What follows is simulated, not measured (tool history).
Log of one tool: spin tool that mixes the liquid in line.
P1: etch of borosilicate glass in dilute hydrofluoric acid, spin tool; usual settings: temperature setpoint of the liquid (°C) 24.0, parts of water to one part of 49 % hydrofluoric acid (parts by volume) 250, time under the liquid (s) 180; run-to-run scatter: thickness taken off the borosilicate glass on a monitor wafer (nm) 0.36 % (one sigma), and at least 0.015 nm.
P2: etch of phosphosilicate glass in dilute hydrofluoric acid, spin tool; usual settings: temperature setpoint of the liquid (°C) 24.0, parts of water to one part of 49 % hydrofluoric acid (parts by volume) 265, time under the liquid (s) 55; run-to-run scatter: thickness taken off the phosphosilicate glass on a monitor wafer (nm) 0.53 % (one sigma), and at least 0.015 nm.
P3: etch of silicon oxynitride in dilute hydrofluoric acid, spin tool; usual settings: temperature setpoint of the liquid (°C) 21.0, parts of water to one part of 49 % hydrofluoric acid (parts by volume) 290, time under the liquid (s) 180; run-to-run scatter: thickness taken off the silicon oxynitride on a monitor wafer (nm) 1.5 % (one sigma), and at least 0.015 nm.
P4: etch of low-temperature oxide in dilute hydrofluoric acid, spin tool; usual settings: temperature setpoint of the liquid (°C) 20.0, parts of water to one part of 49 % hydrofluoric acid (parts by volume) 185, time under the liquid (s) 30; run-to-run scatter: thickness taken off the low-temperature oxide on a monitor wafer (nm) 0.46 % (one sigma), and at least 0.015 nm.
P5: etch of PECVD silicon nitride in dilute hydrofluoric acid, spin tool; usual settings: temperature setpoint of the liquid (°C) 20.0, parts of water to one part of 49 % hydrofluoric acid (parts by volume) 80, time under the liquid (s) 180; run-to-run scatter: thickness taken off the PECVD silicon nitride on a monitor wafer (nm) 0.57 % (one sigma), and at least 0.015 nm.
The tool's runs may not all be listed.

| run | hour | process that ran | temperature setpoint of the liquid (°C) | parts of water to one part of 49 % hydrofluoric acid (parts by volume) | time under the liquid (s) | hours since the thermometer was replaced | hours since the hydrofluoric acid flow meter was replaced | thickness taken off the borosilicate glass on a monitor wafer (nm) | thickness taken off the phosphosilicate glass on a monitor wafer (nm) | thickness taken off the PECVD silicon nitride on a monitor wafer (nm) | thickness taken off the silicon oxynitride on a monitor wafer (nm) | thickness taken off the low-temperature oxide on a monitor wafer (nm) |
|---|---|---|---|---|---|---|---|---|---|---|---|---|
| 1 | 15.6 | P1 | 24.0 | 250 | 180 | 743.3 | 105.7 | 19.0070 |  |  |  |  |
| 2 | 24.4 | P2 | 19.5 | 265 | 55 | 752.1 | 114.5 |  | 13.808 |  |  |  |
| 3 | 39.5 | P1 | 31.0 | 250 | 180 | 767.2 | 129.6 | 24.1170 |  |  |  |  |
| 4 | 56.5 | P1 | 24.0 | 125 | 180 | 784.2 | 146.6 | 43.4340 |  |  |  |  |
| 5 | 69.2 | P1 | 24.0 | 250 | 180 | 796.9 | 159.3 | 18.9530 |  |  |  |  |
| 6 | 78.0 | P5 | 20.0 | 80 | 180 | 805.7 | 168.1 |  |  | 6.8874 |  |  |
| 7 | 92.0 | P5 | 20.0 | 35 | 180 | 819.7 | 182.1 |  |  | 15.4410 |  |  |
| 8 | 108.4 | P3 | 17.0 | 290 | 180 | 836.1 | 198.5 |  |  |  | 1.4425 |  |
| 9 | 125.3 | P2 | 24.0 | 90 | 55 | 853.0 | 215.4 |  | 57.690 |  |  |  |
| 10 | 141.3 | P5 | 20.0 | 80 | 95 | 869.0 | 231.4 |  |  | 3.6219 |  |  |
| 11 | 152.4 | P1 | 24.0 | 415 | 180 | 880.1 | 242.5 | 9.7972 |  |  |  |  |
| 12 | 161.6 | P3 | 21.0 | 290 | 180 | 889.3 | 251.7 |  |  |  | 1.7434 |  |
| 13 | 169.4 | P4 | 20.0 | 185 | 30 | 897.1 | 259.5 |  |  |  |  | 4.4232 |
| 14 | 178.4 | P4 | 20.0 | 185 | 55 | 906.1 | 268.5 |  |  |  |  | 8.1236 |
|  | 179.9 | hydrofluoric acid flow meter replaced |
| 15 | 194.2 | P1 | 24.0 | 250 | 315 | 921.9 | 14.3 | 33.4530 |  |  |  |  |
| 16 | 205.1 | P1 | 24.0 | 250 | 25 | 932.8 | 25.2 | 2.6328 |  |  |  |  |
| 17 | 218.7 | P2 | 24.0 | 265 | 55 | 946.4 | 38.8 |  | 16.123 |  |  |  |
| 18 | 232.5 | P1 | 24.0 | 250 | 180 | 960.2 | 52.6 | 18.9860 |  |  |  |  |
| 19 | 241.1 | P3 | 21.0 | 290 | 265 | 968.8 | 61.2 |  |  |  | 2.5449 |  |
| 20 | 258.6 | P1 | 24.0 | 445 | 25 | 986.3 | 78.7 | 1.2334 |  |  |  |  |
| 21 | 268.2 | P1 | 17.0 | 250 | 180 | 995.9 | 88.3 | 14.6090 |  |  |  |  |
| 22 | 280.6 | P1 | 24.0 | 250 | 180 | 1008.3 | 100.7 | 18.9960 |  |  |  |  |
| 23 | 295.5 | P2 | 24.0 | 265 | 55 | 1023.2 | 115.6 |  | 16.457 |  |  |  |
| 24 | 305.9 | P3 | 21.0 | 290 | 180 | 1033.6 | 126.0 |  |  |  | 1.7460 |  |
| 25 | 319.9 | P5 | 25.5 | 80 | 180 | 1047.6 | 140.0 |  |  | 9.9712 |  |  |
| 26 | 333.2 | P2 | 24.0 | 265 | 85 | 1060.9 | 153.3 |  | 25.015 |  |  |  |
| 27 | 350.8 | P5 | 20.0 | 80 | 180 | 1078.5 | 170.9 |  |  | 6.9578 |  |  |
| 28 | 358.8 | P1 | 24.0 | 250 | 180 | 1086.5 | 178.9 | 18.9510 |  |  |  |  |
| 29 | 368.1 | P4 | 20.0 | 255 | 30 | 1095.8 | 188.2 |  |  |  |  | 2.9920 |
| 30 | 380.5 | P3 | 21.0 | 75 | 180 | 1108.2 | 200.6 |  |  |  | 7.6458 |  |
| 31 | 389.8 | P4 | 26.5 | 185 | 30 | 1117.5 | 209.9 |  |  |  |  | 5.6412 |
| 32 | 406.1 | P1 | 24.0 | 250 | 180 | 1133.8 | 226.2 | 18.8570 |  |  |  |  |
| 33 | 415.4 | P1 | 24.0 | 250 | 180 | 1143.1 | 235.5 | 19.3810 |  |  |  |  |
| 34 | 423.5 | P1 | 24.0 | 250 | 180 | 1151.2 | 243.6 | 19.6470 |  |  |  |  |
| 35 | 437.6 | P1 | 24.0 | 250 | 180 | 1165.3 | 257.7 | 19.9200 |  |  |  |  |
| 36 | 446.1 | P1 | 24.0 | 250 | 180 | 1173.8 | 266.2 | 20.0750 |  |  |  |  |
| 37 | 461.2 | P1 | 24.0 | 250 | 180 | 1188.9 | 281.3 | 20.2340 |  |  |  |  |
| 38 | 473.3 | P1 | 24.0 | 250 | 180 | 1201.0 | 293.4 | 20.2350 |  |  |  |  |
| 39 | 482.1 | P1 | 24.0 | 250 | 180 | 1209.8 | 302.2 | 20.3340 |  |  |  |  |
| 40 | 495.5 | P1 | 24.0 | 250 | 180 | 1223.2 | 315.6 | 20.3450 |  |  |  |  |
| 41 | 504.6 | P1 | 24.0 | 250 | 180 | 1232.3 | 324.7 | 20.3220 |  |  |  |  |
| 42 | 513.3 | P1 | 24.0 | 250 | 180 | 1241.0 | 333.4 | 20.3390 |  |  |  |  |

What P1 gives has crept away from where it was. These 2 causes fit the log equally well, each at the size given:
A: hydrofluoric acid flow above the setpoint (%) = 5.93
B: liquid hotter than its thermometer reads (K) = 2.04
The creep began at about hour 406.1.

4 check runs are offered, one wafer each, their results left as question marks. Which one tells the causes apart?
| check 1 | 522.0 | P2 | 24.0 | 265 | 55 |  |  |  | ? |  |  |  |
| check 2 | 522.0 | P3 | 21.0 | 290 | 180 |  |  |  |  |  | ? |  |
| check 3 | 522.0 | P4 | 20.0 | 185 | 30 |  |  |  |  |  |  | ? |
| check 4 | 522.0 | P5 | 20.0 | 80 | 180 |  |  |  |  | ? |  |  |

What each check would give under each cause:
| check | result | if A | if B |
|---|---|---|---|
| check 1 | thickness taken off the phosphosilicate glass on a monitor wafer (nm) | 17.505 | 17.485 |
| check 2 | thickness taken off the silicon oxynitride on a monitor wafer (nm) | 1.8489 | 1.8882 |
| check 3 | thickness taken off the low-temperature oxide on a monitor wafer (nm) | 4.7275 | 4.7779 |
| check 4 | thickness taken off the PECVD silicon nitride on a monitor wafer (nm) | 7.2739 | 7.9005 |
How far apart the two closest causes lie, in the result that separates them most: check 1 0.11 %; check 2 2.1 %; check 3 1.06 %; check 4 8.26 %
Only check 4 tells the causes apart: in the others they would give nearly the same result.

Then check 4 was run and gave: thickness taken off the PECVD silicon nitride on a monitor wafer (nm) 7.3088. Which cause is it?

It is A: hydrofluoric acid flow above the setpoint (%).

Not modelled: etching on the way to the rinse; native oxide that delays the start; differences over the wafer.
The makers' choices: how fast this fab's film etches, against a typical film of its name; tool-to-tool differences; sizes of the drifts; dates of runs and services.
